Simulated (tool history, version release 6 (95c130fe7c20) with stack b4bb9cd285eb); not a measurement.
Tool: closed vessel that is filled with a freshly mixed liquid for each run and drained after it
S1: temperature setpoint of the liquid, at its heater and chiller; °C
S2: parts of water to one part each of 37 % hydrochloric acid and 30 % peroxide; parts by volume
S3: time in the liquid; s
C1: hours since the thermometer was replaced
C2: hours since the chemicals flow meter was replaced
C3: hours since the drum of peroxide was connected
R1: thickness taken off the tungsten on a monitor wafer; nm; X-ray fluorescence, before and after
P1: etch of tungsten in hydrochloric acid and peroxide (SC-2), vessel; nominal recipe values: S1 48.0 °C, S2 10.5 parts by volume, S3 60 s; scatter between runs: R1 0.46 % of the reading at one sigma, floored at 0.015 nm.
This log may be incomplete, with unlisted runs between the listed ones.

run 1 hour=1.9 | S1=48.0 S2=10.5 S3=60 | C1=373.2 C2=424.3 C3=261.5 | R1=7.7738
run 2 hour=4.0 | S1=48.0 S2=10.5 S3=60 | C1=375.3 C2=426.4 C3=263.6 | R1=7.6720
run 3 hour=7.5 | S1=48.0 S2=4.0 S3=60 | C1=378.8 C2=429.9 C3=267.1 | R1=16.0300
run 4 hour=10.4 | S1=48.0 S2=10.5 S3=60 | C1=381.7 C2=432.8 C3=270.0 | R1=7.7377
-- hour=12.9 new drum of peroxide connected
run 5 hour=13.6 | S1=58.0 S2=10.5 S3=60 | C1=384.9 C2=436.0 C3=0.8 | R1=14.9450
run 6 hour=17.2 | S1=35.0 S2=10.5 S3=60 | C1=388.5 C2=439.6 C3=4.4 | R1=3.1202
run 7 hour=20.2 | S1=48.0 S2=18.0 S3=60 | C1=391.5 C2=442.6 C3=7.4 | R1=4.8744
run 8 hour=22.7 | S1=48.0 S2=10.5 S3=60 | C1=394.0 C2=445.1 C3=9.9 | R1=7.7188
run 9 hour=26.7 | S1=61.5 S2=15.0 S3=60 | C1=398.0 C2=449.1 C3=13.9 | R1=13.7610
run 10 hour=28.7 | S1=36.5 S2=10.5 S3=105 | C1=400.0 C2=451.1 C3=15.9 | R1=6.0318
run 11 hour=32.7 | S1=48.0 S2=10.5 S3=115 | C1=404.0 C2=455.1 C3=19.9 | R1=14.8290
run 12 hour=35.6 | S1=40.5 S2=14.5 S3=60 | C1=406.9 C2=458.0 C3=22.8 | R1=3.4718
run 13 hour=38.1 | S1=48.0 S2=10.5 S3=60 | C1=409.4 C2=460.5 C3=25.3 | R1=7.7243
run 14 hour=41.6 | S1=48.0 S2=10.5 S3=60 | C1=412.9 C2=464.0 C3=28.8 | R1=7.7677
run 15 hour=44.2 | S1=48.0 S2=10.5 S3=30 | C1=415.5 C2=466.6 C3=31.4 | R1=3.9103
run 16 hour=48.4 | S1=48.0 S2=10.5 S3=60 | C1=419.7 C2=470.8 C3=35.6 | R1=7.7180
run 17 hour=52.2 | S1=48.0 S2=10.5 S3=60 | C1=423.5 C2=474.6 C3=39.4 | R1=7.9666
run 18 hour=55.1 | S1=48.0 S2=10.5 S3=60 | C1=426.4 C2=477.5 C3=42.3 | R1=8.1326
run 19 hour=57.5 | S1=48.0 S2=10.5 S3=60 | C1=428.8 C2=479.9 C3=44.7 | R1=8.1920
run 20 hour=59.4 | S1=48.0 S2=10.5 S3=60 | C1=430.7 C2=481.8 C3=46.6 | R1=8.2121
run 21 hour=61.4 | S1=48.0 S2=10.5 S3=60 | C1=432.7 C2=483.8 C3=48.6 | R1=8.2393
run 22 hour=64.2 | S1=48.0 S2=10.5 S3=60 | C1=435.5 C2=486.6 C3=51.4 | R1=8.2495
run 23 hour=68.0 | S1=48.0 S2=10.5 S3=60 | C1=439.3 C2=490.4 C3=55.2 | R1=8.3284
run 24 hour=71.8 | S1=48.0 S2=10.5 S3=60 | C1=443.1 C2=494.2 C3=59.0 | R1=8.3969
run 25 hour=75.9 | S1=48.0 S2=10.5 S3=60 | C1=447.2 C2=498.3 C3=63.1 | R1=8.4848
run 26 hour=78.8 | S1=48.0 S2=10.5 S3=60 | C1=450.1 C2=501.2 C3=66.0 | R1=8.3444
run 27 hour=81.9 | S1=48.0 S2=10.5 S3=60 | C1=453.2 C2=504.3 C3=69.1 | R1=8.3050

Something has made what P1 gives creep away from where it was; the 2 causes below, each at its own stated size, fit the log equally well:
A: chemicals flow above the setpoint (%) = 10.6
B: liquid hotter than its thermometer reads (K) = 1.25
The onset of the drift is placed at about hour 48.4.
Excluded causes, each with its reason:
peroxide weaker than its label (%): capped at 8; at that size R1 would change by -7.4 %, too little to explain the creep or opposite to it

Consider the 4 check runs below, whose results appear as question marks and each of which averages 3 wafers. Which one distinguishes the causes, in that each cause would give it a clearly different result?
run check 1 hour=85.0 | S1=48.0 S2=10.5 S3=115 | R1=?
run check 2 hour=85.0 | S1=48.0 S2=17.5 S3=30 | R1=?
run check 3 hour=85.0 | S1=39.5 S2=4.0 S3=60 | R1=?
run check 4 hour=85.0 | S1=48.0 S2=18.0 S3=30 | R1=?

If the cause were each of the candidates in turn, the checks would give the following:
check=check_1 result=R1 if_A=16.1300 if_B=16.1320
check=check_2 result=R1 if_A=2.7136 if_B=2.6977
check=check_3 result=R1 if_A=9.5513 if_B=9.7708
check=check_4 result=R1 if_A=2.6464 if_B=2.6303
Smallest distance between any two causes, each pair judged by its most separating result, in per cent: check 1 0.02 %; check 2 0.59 %; check 3 2.27 %; check 4 0.61 %
Check 3 distinguishes between the causes, while the remaining checks would return nearly the same result for all of them.

Then check 3 was run and gave: R1 9.5274 nm. Which cause is it?

Of the candidate causes, it is A: chemicals flow above the setpoint (%).

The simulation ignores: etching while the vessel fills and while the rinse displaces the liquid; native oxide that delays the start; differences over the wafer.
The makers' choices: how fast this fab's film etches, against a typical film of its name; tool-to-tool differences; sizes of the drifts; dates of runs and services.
